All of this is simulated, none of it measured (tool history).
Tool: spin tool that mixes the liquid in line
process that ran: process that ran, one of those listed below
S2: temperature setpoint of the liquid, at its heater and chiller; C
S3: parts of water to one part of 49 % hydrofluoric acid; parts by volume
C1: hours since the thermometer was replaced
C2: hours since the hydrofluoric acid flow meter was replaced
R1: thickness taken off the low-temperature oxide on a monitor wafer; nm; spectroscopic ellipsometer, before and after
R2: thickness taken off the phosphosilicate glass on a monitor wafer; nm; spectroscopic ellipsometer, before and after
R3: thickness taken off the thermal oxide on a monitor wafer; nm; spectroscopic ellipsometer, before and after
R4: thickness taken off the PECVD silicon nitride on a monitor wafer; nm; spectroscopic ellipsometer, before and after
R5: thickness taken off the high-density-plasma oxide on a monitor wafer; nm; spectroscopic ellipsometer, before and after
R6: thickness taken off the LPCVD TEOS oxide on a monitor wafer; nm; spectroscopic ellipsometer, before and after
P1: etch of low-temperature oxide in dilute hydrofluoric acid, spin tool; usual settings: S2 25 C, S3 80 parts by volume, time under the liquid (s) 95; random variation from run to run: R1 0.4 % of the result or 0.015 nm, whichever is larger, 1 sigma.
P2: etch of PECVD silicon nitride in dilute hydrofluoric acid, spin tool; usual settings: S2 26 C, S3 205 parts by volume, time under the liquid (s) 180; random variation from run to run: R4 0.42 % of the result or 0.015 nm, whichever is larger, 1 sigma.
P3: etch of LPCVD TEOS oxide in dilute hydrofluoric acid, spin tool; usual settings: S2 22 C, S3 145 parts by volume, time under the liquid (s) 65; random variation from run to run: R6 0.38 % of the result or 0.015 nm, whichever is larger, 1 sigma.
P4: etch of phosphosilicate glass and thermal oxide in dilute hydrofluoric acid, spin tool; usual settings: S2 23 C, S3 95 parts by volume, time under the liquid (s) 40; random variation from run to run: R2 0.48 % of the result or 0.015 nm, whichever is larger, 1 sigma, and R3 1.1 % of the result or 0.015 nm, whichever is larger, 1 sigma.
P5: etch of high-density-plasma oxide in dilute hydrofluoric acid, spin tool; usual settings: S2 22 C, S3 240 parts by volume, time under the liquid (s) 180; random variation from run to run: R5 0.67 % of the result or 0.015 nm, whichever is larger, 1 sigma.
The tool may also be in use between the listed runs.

Run 1, hour 10.7: process that ran P1, S2 25 C, S3 80 parts by volume, time under the liquid (s) 95; C1 1320.1; C2 316.9. Result: R1 13.728 nm.
Run 2, hour 26.5: process that ran P4, S2 23 C, S3 135 parts by volume, time under the liquid (s) 40; C1 1335.9; C2 332.7. Result: R2 23.133 nm, R3 1.2626 nm.
Run 3, hour 43.1: process that ran P2, S2 26 C, S3 110 parts by volume, time under the liquid (s) 180; C1 1352.5; C2 349.3. Result: R4 10.639 nm.
Run 4, hour 54.3: process that ran P2, S2 26 C, S3 205 parts by volume, time under the liquid (s) 180; C1 1363.7; C2 360.5. Result: R4 5.6848 nm.
Run 5, hour 61.6: process that ran P2, S2 26 C, S3 205 parts by volume, time under the liquid (s) 180; C1 1371; C2 367.8. Result: R4 5.6102 nm.
Run 6, hour 70.4: process that ran P1, S2 25 C, S3 35 parts by volume, time under the liquid (s) 95; C1 1379.8; C2 376.6. Result: R1 33.438 nm.
Run 7, hour 81.8: process that ran P1, S2 20.5 C, S3 80 parts by volume, time under the liquid (s) 95; C1 1391.2; C2 388. Result: R1 11.457 nm.
Run 8, hour 95: process that ran P5, S2 22 C, S3 240 parts by volume, time under the liquid (s) 180; C1 1404.4; C2 401.2. Result: R5 3.9643 nm.
Run 9, hour 108.7: process that ran P4, S2 23 C, S3 95 parts by volume, time under the liquid (s) 40; C1 1418.1; C2 414.9. Result: R2 34.32 nm, R3 1.8642 nm.
Run 10, hour 121.6: process that ran P1, S2 32.5 C, S3 80 parts by volume, time under the liquid (s) 95; C1 1431; C2 427.8. Result: R1 18.312 nm.
Run 11, hour 131.5: process that ran P1, S2 25 C, S3 80 parts by volume, time under the liquid (s) 25; C1 1440.9; C2 437.7. Result: R1 3.6068 nm.
Run 12, hour 141.4: process that ran P1, S2 25 C, S3 110 parts by volume, time under the liquid (s) 95; C1 1450.8; C2 447.6. Result: R1 9.5908 nm.
Run 13, hour 153.8: process that ran P3, S2 22 C, S3 85 parts by volume, time under the liquid (s) 65; C1 1463.2; C2 460. Result: R6 14.693 nm.
Run 14, hour 165.4: process that ran P3, S2 22 C, S3 145 parts by volume, time under the liquid (s) 65; C1 1474.8; C2 471.6. Result: R6 8.0029 nm.
Run 15, hour 174.9: process that ran P4, S2 29.5 C, S3 95 parts by volume, time under the liquid (s) 40; C1 1484.3; C2 481.1. Result: R2 44.341 nm, R3 2.3452 nm.
Run 16, hour 186.4: process that ran P1, S2 25 C, S3 80 parts by volume, time under the liquid (s) 95; C1 1495.8; C2 492.6. Result: R1 13.716 nm.
Run 17, hour 201.3: process that ran P1, S2 21 C, S3 115 parts by volume, time under the liquid (s) 95; C1 1510.7; C2 507.5. Result: R1 7.8246 nm.
Run 18, hour 209.6: process that ran P5, S2 22 C, S3 240 parts by volume, time under the liquid (s) 45; C1 1519; C2 515.8. Result: R5 0.99237 nm.
Run 19, hour 219.4: process that ran P5, S2 17 C, S3 240 parts by volume, time under the liquid (s) 180; C1 1528.8; C2 525.6. Result: R5 3.2929 nm.
Run 20, hour 235.1: process that ran P3, S2 22 C, S3 145 parts by volume, time under the liquid (s) 65; C1 1544.5; C2 541.3. Result: R6 8.0983 nm.
Run 21, hour 247.9: process that ran P5, S2 22 C, S3 420 parts by volume, time under the liquid (s) 180; C1 1557.3; C2 554.1. Result: R5 1.9335 nm.
Run 22, hour 260: process that ran P1, S2 25 C, S3 80 parts by volume, time under the liquid (s) 95; C1 1569.4; C2 566.2. Result: R1 13.728 nm.
Run 23, hour 271.7: process that ran P2, S2 26 C, S3 205 parts by volume, time under the liquid (s) 30; C1 1581.1; C2 577.9. Result: R4 0.96348 nm.

Run 24 comes next. What will it give?
Run 24, hour 283.3: process that ran P4, S2 23 C, S3 95 parts by volume, time under the liquid (s) 40; C1 1592.7; C2 589.5. Result: R2 ?, R3 ?.

R2: 34.377 nm
R3: 1.8305 nm
